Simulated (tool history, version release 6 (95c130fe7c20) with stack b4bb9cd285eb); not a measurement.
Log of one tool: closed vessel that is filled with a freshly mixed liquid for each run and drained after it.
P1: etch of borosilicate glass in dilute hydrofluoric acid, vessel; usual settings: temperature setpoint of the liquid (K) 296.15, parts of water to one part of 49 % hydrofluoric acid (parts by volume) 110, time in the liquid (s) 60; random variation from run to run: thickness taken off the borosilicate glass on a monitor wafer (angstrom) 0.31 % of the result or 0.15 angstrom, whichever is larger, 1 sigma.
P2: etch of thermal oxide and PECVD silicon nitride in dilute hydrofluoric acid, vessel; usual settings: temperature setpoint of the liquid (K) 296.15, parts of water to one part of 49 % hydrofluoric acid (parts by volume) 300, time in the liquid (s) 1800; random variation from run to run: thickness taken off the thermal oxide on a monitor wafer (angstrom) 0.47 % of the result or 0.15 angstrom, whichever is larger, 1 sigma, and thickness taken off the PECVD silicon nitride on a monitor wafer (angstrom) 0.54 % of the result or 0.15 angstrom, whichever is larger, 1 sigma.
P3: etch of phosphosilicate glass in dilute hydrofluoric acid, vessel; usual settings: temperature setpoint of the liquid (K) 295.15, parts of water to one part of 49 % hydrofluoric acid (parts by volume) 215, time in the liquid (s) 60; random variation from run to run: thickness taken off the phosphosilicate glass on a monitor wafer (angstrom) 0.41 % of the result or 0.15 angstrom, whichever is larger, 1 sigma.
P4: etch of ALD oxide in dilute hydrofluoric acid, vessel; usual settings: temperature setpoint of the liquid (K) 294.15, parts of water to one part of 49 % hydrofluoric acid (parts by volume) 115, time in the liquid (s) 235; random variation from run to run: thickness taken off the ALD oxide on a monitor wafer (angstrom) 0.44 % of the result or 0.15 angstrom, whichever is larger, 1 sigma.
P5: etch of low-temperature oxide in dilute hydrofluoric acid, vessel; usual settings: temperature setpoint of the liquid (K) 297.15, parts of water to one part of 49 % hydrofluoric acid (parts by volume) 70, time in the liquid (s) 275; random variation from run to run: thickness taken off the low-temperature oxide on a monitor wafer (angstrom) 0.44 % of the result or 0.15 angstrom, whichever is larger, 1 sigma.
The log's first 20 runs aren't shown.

run	hour	process that ran	temperature setpoint of the liquid (K)	parts of water to one part of 49 % hydrofluoric acid (parts by volume)	time in the liquid (s)	hours since the thermometer was replaced	hours since the hydrofluoric acid flow meter was replaced	thickness taken off the borosilicate glass on a monitor wafer (angstrom)	thickness taken off the low-temperature oxide on a monitor wafer (angstrom)	thickness taken off the ALD oxide on a monitor wafer (angstrom)	thickness taken off the phosphosilicate glass on a monitor wafer (angstrom)	thickness taken off the thermal oxide on a monitor wafer (angstrom)	thickness taken off the PECVD silicon nitride on a monitor wafer (angstrom)
21	219.9	P1	292.65	110	30	1327.9	154.9	63.81					
22	229.8	P5	297.15	70	275	1337.8	164.8		562.78				
23	243.9	P1	296.15	110	60	1351.9	178.9	146.95					
24	250.4	P1	296.15	110	30	1358.4	185.4	73.319					
25	261.4	P1	296.15	110	60	1369.4	196.4	146.39					
26	270.1	P4	294.15	115	430	1378.1	205.1			754.18			
27	278.2	P1	296.15	150	115	1386.2	213.2	197.99					
28	292.1	P2	290.65	300	1800	1400.1	227.1					181.84	69.553
29	303	P4	294.15	205	235	1411	238			210.52			
30	310.9	P1	296.15	110	60	1418.9	245.9	146.02					
31	322.8	P3	295.15	65	60	1430.8	257.8				916.76		
32	336	P1	303.15	110	60	1444	271	191.24					
33	349.3	P1	290.15	110	60	1457.3	284.3	114.5					
34	357.4	P2	296.15	300	1800	1465.4	292.4					221.39	97.904
35	371.8	P1	296.15	110	60	1479.8	306.8	146.53					

Forecast run 36:
36	386.2	P1	296.15	110	60	1494.2	321.2	?					

{"run 36": {"thickness taken off the borosilicate glass on a monitor wafer (angstrom)": 141.52}}
